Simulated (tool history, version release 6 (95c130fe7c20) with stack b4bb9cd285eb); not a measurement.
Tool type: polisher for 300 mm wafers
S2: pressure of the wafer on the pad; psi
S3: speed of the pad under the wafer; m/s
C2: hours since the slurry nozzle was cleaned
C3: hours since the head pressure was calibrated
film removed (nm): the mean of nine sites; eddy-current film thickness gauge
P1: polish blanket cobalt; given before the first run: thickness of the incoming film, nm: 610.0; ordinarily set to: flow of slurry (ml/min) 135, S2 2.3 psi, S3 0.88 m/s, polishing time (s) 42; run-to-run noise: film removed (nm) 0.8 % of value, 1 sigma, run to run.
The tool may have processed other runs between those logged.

{"run": 1, "hour": 8.7, "flow of slurry (ml/min)": 135, "S2": 2.3, "S3": 0.88, "polishing time (s)": 42, "wafers polished on this pad": 524, "C2": 116.5, "C3": 1012.5, "film removed (nm)": 196.79}
{"run": 2, "hour": 18.9, "flow of slurry (ml/min)": 135, "S2": 2.3, "S3": 0.88, "polishing time (s)": 55, "wafers polished on this pad": 687, "C2": 126.7, "C3": 1022.7, "film removed (nm)": 255.6}
{"run": 3, "hour": 26.1, "flow of slurry (ml/min)": 135, "S2": 2.3, "S3": 0.88, "polishing time (s)": 42, "wafers polished on this pad": 803, "C2": 133.9, "C3": 1029.9, "film removed (nm)": 198.22}
{"run": 4, "hour": 40.1, "flow of slurry (ml/min)": 135, "S2": 2.3, "S3": 1.3, "polishing time (s)": 42, "wafers polished on this pad": 1028, "C2": 147.9, "C3": 1043.9, "film removed (nm)": 294.84}
{"run": 5, "hour": 52.5, "flow of slurry (ml/min)": 175, "S2": 2.3, "S3": 1.2, "polishing time (s)": 42, "wafers polished on this pad": 1227, "C2": 160.3, "C3": 1056.3, "film removed (nm)": 279.38}
{"run": 6, "hour": 59.5, "flow of slurry (ml/min)": 100, "S2": 2.3, "S3": 0.88, "polishing time (s)": 42, "wafers polished on this pad": 1340, "C2": 167.3, "C3": 1063.3, "film removed (nm)": 187.13}
{"run": 7, "hour": 73.3, "flow of slurry (ml/min)": 135, "S2": 1, "S3": 0.88, "polishing time (s)": 42, "wafers polished on this pad": 1562, "C2": 181.1, "C3": 1077.1, "film removed (nm)": 87.01}
{"run": 8, "hour": 82.6, "flow of slurry (ml/min)": 135, "S2": 2.3, "S3": 0.88, "polishing time (s)": 42, "wafers polished on this pad": 1711, "C2": 190.4, "C3": 1086.4, "film removed (nm)": 196.76}
{"run": 9, "hour": 92.9, "flow of slurry (ml/min)": 80, "S2": 2.3, "S3": 0.88, "polishing time (s)": 60, "wafers polished on this pad": 1876, "C2": 200.7, "C3": 1096.7, "film removed (nm)": 250.64}
{"run": 10, "hour": 102.8, "flow of slurry (ml/min)": 135, "S2": 1.1, "S3": 0.88, "polishing time (s)": 21, "wafers polished on this pad": 2036, "C2": 210.6, "C3": 1106.6, "film removed (nm)": 47.305}
{"hour": 111.7, "done": "head pressure recalibrated"}
{"run": 11, "hour": 115.8, "flow of slurry (ml/min)": 135, "S2": 2.3, "S3": 0.88, "polishing time (s)": 42, "wafers polished on this pad": 2244, "C2": 223.6, "C3": 4.1, "film removed (nm)": 198.37}
{"run": 12, "hour": 123.5, "flow of slurry (ml/min)": 190, "S2": 2.3, "S3": 0.88, "polishing time (s)": 42, "wafers polished on this pad": 2368, "C2": 231.3, "C3": 11.8, "film removed (nm)": 208.73}
{"run": 13, "hour": 135.5, "flow of slurry (ml/min)": 135, "S2": 2.3, "S3": 0.42, "polishing time (s)": 42, "wafers polished on this pad": 2561, "C2": 243.3, "C3": 23.8, "film removed (nm)": 94.987}
{"hour": 136.4, "done": "slurry nozzle cleaned"}
{"run": 14, "hour": 148.3, "flow of slurry (ml/min)": 135, "S2": 3.5, "S3": 0.88, "polishing time (s)": 42, "wafers polished on this pad": 2767, "C2": 11.9, "C3": 36.6, "film removed (nm)": 301.25}

Run 15 comes next. What will it give?
{"run": 15, "hour": 157.8, "flow of slurry (ml/min)": 135, "S2": 2.3, "S3": 0.88, "polishing time (s)": 26, "wafers polished on this pad": 2919, "C2": 21.4, "C3": 46.1, "film removed (nm)": "?"}

{"run 15": {"film removed (nm)": 123.22}}

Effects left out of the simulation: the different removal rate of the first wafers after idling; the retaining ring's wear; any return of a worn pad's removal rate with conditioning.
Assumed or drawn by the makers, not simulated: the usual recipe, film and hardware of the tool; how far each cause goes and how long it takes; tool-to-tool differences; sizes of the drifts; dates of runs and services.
